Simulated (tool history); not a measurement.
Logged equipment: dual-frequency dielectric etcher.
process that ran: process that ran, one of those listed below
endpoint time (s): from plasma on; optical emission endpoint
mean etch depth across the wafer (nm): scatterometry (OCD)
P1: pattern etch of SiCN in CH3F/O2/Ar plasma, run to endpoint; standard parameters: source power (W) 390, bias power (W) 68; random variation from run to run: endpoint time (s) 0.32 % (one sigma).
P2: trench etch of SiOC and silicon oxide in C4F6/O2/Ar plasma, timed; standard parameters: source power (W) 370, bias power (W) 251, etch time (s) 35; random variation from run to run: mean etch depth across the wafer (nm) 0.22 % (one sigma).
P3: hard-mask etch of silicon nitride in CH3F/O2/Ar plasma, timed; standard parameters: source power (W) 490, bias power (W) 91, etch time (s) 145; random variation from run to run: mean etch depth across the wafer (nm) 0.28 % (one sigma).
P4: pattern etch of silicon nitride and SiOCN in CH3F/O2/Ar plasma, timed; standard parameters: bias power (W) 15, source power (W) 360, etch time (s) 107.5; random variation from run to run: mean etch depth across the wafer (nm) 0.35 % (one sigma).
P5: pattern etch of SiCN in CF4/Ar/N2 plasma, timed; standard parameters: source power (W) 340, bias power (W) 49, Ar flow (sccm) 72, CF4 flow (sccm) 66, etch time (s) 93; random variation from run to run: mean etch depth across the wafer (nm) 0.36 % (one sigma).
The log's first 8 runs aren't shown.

run,hour,process that ran,source power (W),bias power (W),etch time (s),Ar flow (sccm),CF4 flow (sccm),endpoint time (s),mean etch depth across the wafer (nm)
9,43.3,P2,370,251,35,,,,74.805
10,49.7,P2,260,251,35,,,,65.244
11,53.3,P1,390,68,,,,15.671,
12,59.5,P4,220,15,107.5,,,,10.089
13,63.7,P4,360,19,107.5,,,,13.241
14,67.3,P1,550,68,,,,13.752,
15,71.2,P3,490,91,145,,,,119.36
16,77.7,P1,390,82,,,,14.604,
17,82.9,P3,490,91,145,,,,119.14
18,86.2,P1,390,68,,,,15.67,
19,89.7,P3,490,91,193,,,,159.02
20,95.3,P3,490,55,145,,,,100.71

What will run 21 give?
21,99.6,P1,500,91,,,,?,

{"run 21": {"endpoint time (s)": 12.849}}
